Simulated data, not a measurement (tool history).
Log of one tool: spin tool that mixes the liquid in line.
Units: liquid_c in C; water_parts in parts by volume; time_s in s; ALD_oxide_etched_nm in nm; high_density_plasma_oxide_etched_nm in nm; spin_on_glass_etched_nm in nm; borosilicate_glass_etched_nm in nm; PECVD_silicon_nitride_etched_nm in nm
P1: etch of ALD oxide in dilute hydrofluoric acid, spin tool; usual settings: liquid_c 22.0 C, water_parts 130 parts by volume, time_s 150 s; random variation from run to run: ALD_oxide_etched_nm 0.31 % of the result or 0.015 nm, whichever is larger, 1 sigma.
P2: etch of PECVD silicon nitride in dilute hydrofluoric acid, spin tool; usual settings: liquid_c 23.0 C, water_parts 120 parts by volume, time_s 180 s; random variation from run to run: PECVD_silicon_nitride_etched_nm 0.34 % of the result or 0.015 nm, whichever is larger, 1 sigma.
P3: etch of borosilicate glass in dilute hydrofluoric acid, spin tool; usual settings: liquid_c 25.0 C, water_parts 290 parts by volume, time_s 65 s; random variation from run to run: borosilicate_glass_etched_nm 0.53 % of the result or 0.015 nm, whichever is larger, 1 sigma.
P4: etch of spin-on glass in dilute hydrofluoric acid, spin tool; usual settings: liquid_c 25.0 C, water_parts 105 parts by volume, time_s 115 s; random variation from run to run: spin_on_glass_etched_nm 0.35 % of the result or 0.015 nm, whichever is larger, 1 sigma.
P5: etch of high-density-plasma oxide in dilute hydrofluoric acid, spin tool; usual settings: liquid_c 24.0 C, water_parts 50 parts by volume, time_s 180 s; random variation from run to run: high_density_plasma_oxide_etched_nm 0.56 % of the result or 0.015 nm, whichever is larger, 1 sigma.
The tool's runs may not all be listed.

run	hour	process	liquid_c	water_parts	time_s	ALD_oxide_etched_nm	high_density_plasma_oxide_etched_nm	spin_on_glass_etched_nm	borosilicate_glass_etched_nm	PECVD_silicon_nitride_etched_nm
1	16.1	P1	22.0	130	150	10.3500				
2	25.8	P5	24.0	90	180		11.645			
3	39.8	P1	22.0	75	150	19.0490				
4	54.3	P4	25.0	50	115			53.1810		
5	69.7	P1	30.0	130	150	14.0040				
6	83.9	P1	22.0	205	150	6.0545				
7	98.0	P1	22.0	130	300	20.6440				
8	116.5	P3	29.5	290	65				4.8375	
9	125.3	P3	25.0	290	65				4.1381	
10	137.1	P1	22.0	195	65	2.7719				
11	149.2	P1	17.0	130	150	8.4652				
12	161.9	P2	23.0	120	325					14.1500
13	174.7	P4	25.0	105	115			23.6170		
14	184.4	P3	25.0	290	65				4.1706	
15	198.3	P4	25.0	105	115			23.7060		
16	213.8	P4	25.0	105	15			3.0828		
17	231.8	P5	19.0	50	180		17.693			
18	243.7	P1	22.0	55	255	45.4640				
19	254.8	P5	24.0	50	180		22.132			
20	272.3	P5	24.0	50	85		10.206			
21	283.1	P2	23.0	120	180					7.8310
22	294.2	P2	23.0	215	180					4.3915
23	304.7	P2	17.0	120	180					5.1749
24	320.6	P3	25.0	290	95				6.0732	
25	334.3	P4	18.0	105	115			17.9610		
26	346.5	P1	22.0	130	25	1.6924				
27	356.5	P1	22.0	130	150	10.2950				
# hour 371.3: thermometer replaced
28	374.6	P2	23.0	120	180					7.8176
29	393.4	P1	22.0	130	150	10.3490				
30	404.6	P1	22.0	130	150	10.3270				
31	420.0	P1	22.0	130	150	10.3630				
32	436.7	P1	30.0	130	50	4.7052				
33	450.4	P3	25.0	75	65				20.4840	
34	467.0	P1	22.0	130	150	10.3370				
35	480.6	P1	22.0	130	150	10.0400				

Forecast run 36:
36	491.0	P1	22.0	130	150	?				

Run 36 gave ALD_oxide_etched_nm 9.8272 nm.
